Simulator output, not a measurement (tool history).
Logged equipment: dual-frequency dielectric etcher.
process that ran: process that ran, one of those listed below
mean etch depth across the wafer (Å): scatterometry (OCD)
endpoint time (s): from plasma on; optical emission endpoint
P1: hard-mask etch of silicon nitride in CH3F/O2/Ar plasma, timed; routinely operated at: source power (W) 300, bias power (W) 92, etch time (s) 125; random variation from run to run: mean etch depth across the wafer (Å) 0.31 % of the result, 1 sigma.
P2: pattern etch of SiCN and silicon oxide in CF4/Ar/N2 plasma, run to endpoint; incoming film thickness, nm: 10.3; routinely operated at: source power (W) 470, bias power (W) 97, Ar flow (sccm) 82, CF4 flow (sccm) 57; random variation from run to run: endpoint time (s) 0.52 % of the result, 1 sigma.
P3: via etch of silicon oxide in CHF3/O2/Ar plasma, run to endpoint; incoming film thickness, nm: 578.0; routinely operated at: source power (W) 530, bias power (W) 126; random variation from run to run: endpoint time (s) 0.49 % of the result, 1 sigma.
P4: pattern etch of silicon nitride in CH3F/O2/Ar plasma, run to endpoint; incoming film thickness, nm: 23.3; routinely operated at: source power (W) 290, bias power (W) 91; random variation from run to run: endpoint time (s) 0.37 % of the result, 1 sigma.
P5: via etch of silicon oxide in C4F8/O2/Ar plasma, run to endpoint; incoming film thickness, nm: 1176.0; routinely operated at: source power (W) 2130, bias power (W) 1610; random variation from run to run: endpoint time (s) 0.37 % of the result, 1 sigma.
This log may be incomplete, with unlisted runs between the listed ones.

run,day,process that ran,source power (W),bias power (W),etch time (s),Ar flow (sccm),CF4 flow (sccm),mean etch depth across the wafer (Å),endpoint time (s)
1,0.196,P1,300,92,125,,,863.46,
2,0.338,P1,300,92,125,,,861.18,
3,0.438,P2,470,97,,82,57,,10.224
4,0.583,P2,470,126,,82,57,,9.2611
5,0.775,P1,300,92,125,,,863.71,
6,0.9,P1,370,92,125,,,931.06,
7,1.029,P1,200,92,74,,,440.28,
8,1.171,P1,300,55,125,,,719.05,
9,1.346,P2,280,97,,82,57,,16.042
10,1.521,P4,350,91,,,,,32.736
11,1.654,P3,530,126,,,,,355.07
12,1.804,P5,2130,1610,,,,,243
13,1.996,P5,1410,1610,,,,,286.77
14,2.138,P1,300,92,125,,,862.59,
15,2.233,P1,300,92,125,,,858.44,
# day 2.329: source power generator calibrated
16,2.404,P1,300,92,125,,,867.67,
17,2.567,P3,530,126,,,,,352.85
18,2.775,P3,530,169,,,,,324.1
19,2.971,P5,2130,2196,,,,,224.95
20,3.083,P3,320,126,,,,,431.8
21,3.212,P4,290,91,,,,,34.773
22,3.342,P4,290,68,,,,,38.519
23,3.5,P4,290,91,,,,,34.831
24,3.675,P2,470,97,,104,57,,10.58
25,3.812,P1,300,92,167,,,1152.9,
26,4,P1,170,92,125,,,700.23,
27,4.1,P1,300,92,125,,,857.53,
28,4.308,P2,470,97,,82,68,,9.9982
29,4.488,P1,300,92,69,,,477.88,
30,4.65,P1,300,117,125,,,945.82,
31,4.804,P1,300,92,125,,,864.02,
32,5.008,P1,300,92,125,,,870.72,
33,5.108,P1,300,92,125,,,870.42,
34,5.204,P1,300,92,125,,,874.56,
35,5.392,P1,300,92,125,,,875.36,
36,5.542,P1,300,92,125,,,874.7,
# day 5.596: wet clean of the chamber
37,5.738,P1,300,92,125,,,876.61,
38,5.892,P1,300,92,125,,,878.4,
39,6.017,P1,300,92,125,,,877.17,
40,6.117,P1,300,92,125,,,877.72,

Compared with where it was, what P1 gives has crept away. Each cause listed below fits the log as well as the rest, at the size given for it:
A: bias power that arrives over what is set, % = 4.3
B: source power that arrives over what is set, % = 4.28
The creep began at about day 4.804.
Each remaining cause and why it is not a fit:
chamber walls in a state that raises the etch rate, %: serviced at day 5.596, after the drift had started, without restoring the earlier output

Which of the check runs below tells the causes apart, meaning the causes would give it clearly different results? Each run uses 3 wafers whose results are averaged, and each result is shown as a question mark.
check 1,6.217,P4,290,71,,,,,?
check 2,6.217,P5,1490,1979,,,,,?
check 3,6.217,P3,400,164,,,,,?
check 4,6.217,P2,470,97,,98,57,,?

Outcome of each check run for each possible cause:
check,result,if A,if B
check 1,endpoint time (s),37.669,37.631
check 2,endpoint time (s),261.68,260.55
check 3,endpoint time (s),356.86,356.28
check 4,endpoint time (s),10.316,10.1
Per check, the gap between the least separated pair of causes, taken in the result that splits them most: check 1 0.1 %; check 2 0.43 %; check 3 0.16 %; check 4 2.11 %
Check 4 tells the causes apart: in the others they would give nearly the same result.

With check 4 done, the readings were: endpoint time (s) 10.299. Identify which of the listed causes applies.

The cause is A: bias power that arrives over what is set, %.
